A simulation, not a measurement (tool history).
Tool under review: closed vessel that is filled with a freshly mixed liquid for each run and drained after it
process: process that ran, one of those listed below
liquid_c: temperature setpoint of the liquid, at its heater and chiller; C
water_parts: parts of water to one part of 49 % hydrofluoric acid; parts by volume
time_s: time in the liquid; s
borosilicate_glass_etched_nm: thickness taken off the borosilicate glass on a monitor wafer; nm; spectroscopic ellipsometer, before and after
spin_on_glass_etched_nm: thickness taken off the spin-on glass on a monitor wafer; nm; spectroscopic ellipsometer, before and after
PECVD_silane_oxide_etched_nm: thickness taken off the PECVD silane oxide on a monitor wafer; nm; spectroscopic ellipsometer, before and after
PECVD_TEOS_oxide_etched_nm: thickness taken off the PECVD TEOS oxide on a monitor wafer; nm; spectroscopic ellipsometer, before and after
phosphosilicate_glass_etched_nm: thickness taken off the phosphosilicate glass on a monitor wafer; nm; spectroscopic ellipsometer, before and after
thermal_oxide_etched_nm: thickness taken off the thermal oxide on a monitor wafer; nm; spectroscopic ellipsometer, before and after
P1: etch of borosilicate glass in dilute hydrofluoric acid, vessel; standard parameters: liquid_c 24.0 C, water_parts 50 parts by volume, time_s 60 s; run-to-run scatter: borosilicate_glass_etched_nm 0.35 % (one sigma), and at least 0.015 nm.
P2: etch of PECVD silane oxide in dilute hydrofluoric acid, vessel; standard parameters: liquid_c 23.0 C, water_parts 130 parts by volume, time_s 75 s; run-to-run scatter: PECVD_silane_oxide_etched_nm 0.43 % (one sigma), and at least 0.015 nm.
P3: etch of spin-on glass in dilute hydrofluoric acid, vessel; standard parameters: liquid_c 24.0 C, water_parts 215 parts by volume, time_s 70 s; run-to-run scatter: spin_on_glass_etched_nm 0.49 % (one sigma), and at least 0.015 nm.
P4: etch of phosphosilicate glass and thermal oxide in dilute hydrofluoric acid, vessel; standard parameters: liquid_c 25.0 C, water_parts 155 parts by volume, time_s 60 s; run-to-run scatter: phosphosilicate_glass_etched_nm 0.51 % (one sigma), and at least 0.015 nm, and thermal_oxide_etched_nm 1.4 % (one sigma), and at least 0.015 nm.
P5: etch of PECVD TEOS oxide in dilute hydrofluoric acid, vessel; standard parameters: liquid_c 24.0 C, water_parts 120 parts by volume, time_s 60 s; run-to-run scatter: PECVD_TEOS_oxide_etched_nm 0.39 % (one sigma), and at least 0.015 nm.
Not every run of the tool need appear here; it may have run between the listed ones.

run   hour  process  liquid_c  water_parts  time_s  hours since the thermometer was replaced  hours since the hydrofluoric acid flow meter was replaced  borosilicate_glass_etched_nm  spin_on_glass_etched_nm  PECVD_silane_oxide_etched_nm  PECVD_TEOS_oxide_etched_nm  phosphosilicate_glass_etched_nm  thermal_oxide_etched_nm
  1   10.4       P1      24.0           50      60                                     499.9                                                      730.2                        67.783
  2   25.8       P3      24.0          215      70                                     515.3                                                      745.6                                                 9.4743
  3   37.7       P2      17.0          130      75                                     527.2                                                      757.5                                                                               14.588
  4   52.4       P5      17.5          120      60                                     541.9                                                      772.2                                                                                                           9.7038
      63.5  -- thermometer replaced
  5   69.6       P1      29.0           20      60                                       6.1                                                      789.4                       214.650
  6   82.5       P5      24.0          120      60                                      19.0                                                      802.3                                                                                                          12.5760
  7   97.7       P5      24.0          120      30                                      34.2                                                      817.5                                                                                                           6.2917
  8  109.5       P5      24.0          120      60                                      46.0                                                      829.3                                                                                                          12.4940
  9  124.6       P1      24.0           50      60                                      61.1                                                      844.4                        67.466
 10  137.1       P2      23.0          130      75                                      73.6                                                      856.9                                                                               18.409
 11  147.2       P4      19.0          155      60                                      83.7                                                      867.0                                                                                                                                            28.435                  1.36610
 12  159.1       P1      24.0           50      30                                      95.6                                                      878.9                        33.576
 13  172.0       P3      24.0          215     125                                     108.5                                                      891.8                                                16.9570
 14  189.7       P1      20.5           50      60                                     126.2                                                      909.5                        58.519
 15  205.9       P5      24.0           65      60                                     142.4                                                      925.7                                                                                                          24.5720
 16  220.0       P4      25.0          155      30                                     156.5                                                      939.8                                                                                                                                            18.030                  0.88514
 17  228.3       P1      18.0           20      60                                     164.8                                                      948.1                       136.060
 18  236.5       P4      25.0          155      60                                     173.0                                                      956.3                                                                                                                                            36.314                  1.64670
 19  251.9       P1      24.0           50     100                                     188.4                                                      971.7                       111.880
 20  269.0       P1      24.0           70      30                                     205.5                                                      988.8                        23.450
 21  278.9       P3      24.0          370      70                                     215.4                                                      998.7                                                 4.7172
 22  291.8       P3      32.0          215      70                                     228.3                                                     1011.6                                                12.3890
 23  304.6       P2      23.0          130     150                                     241.1                                                     1024.4                                                                               37.146
 24  323.4       P2      23.0          130      75                                     259.9                                                     1043.2                                                                               18.531
 25  332.6       P1      24.0           20      60                                     269.1                                                     1052.4                       176.340
 26  348.6       P1      24.0           75      60                                     285.1                                                     1068.4                        43.668
 27  360.5       P1      24.0           50      60                                     297.0                                                     1080.3                        66.885
 28  371.7       P2      23.0           30      75                                     308.2                                                     1091.5                                                                               90.430
 29  384.1       P4      25.0           35      60                                     320.6                                                     1103.9                                                                                                                                           186.230                  8.95250
 30  400.5       P1      24.0           50      60                                     337.0                                                     1120.3                        67.552
 31  410.6       P1      24.0           50      60                                     347.1                                                     1130.4                        67.473
 32  428.9       P1      31.5           50      60                                     365.4                                                     1148.7                        91.252
 33  446.5       P1      24.0           50      60                                     383.0                                                     1166.3                        67.630
 34  463.6       P1      24.0           50      60                                     400.1                                                     1183.4                        67.484
 35  473.5       P1      24.0           50      60                                     410.0                                                     1193.3                        69.053
 36  485.8       P1      24.0           50      60                                     422.3                                                     1205.6                        70.252
 37  498.1       P1      24.0           50      60                                     434.6                                                     1217.9                        71.813

Expected results for the next run?
 38  509.0       P1      24.0           50      60                                     445.5                                                     1228.8                             ?

For run 38 the tool returned borosilicate_glass_etched_nm 72.807 nm.
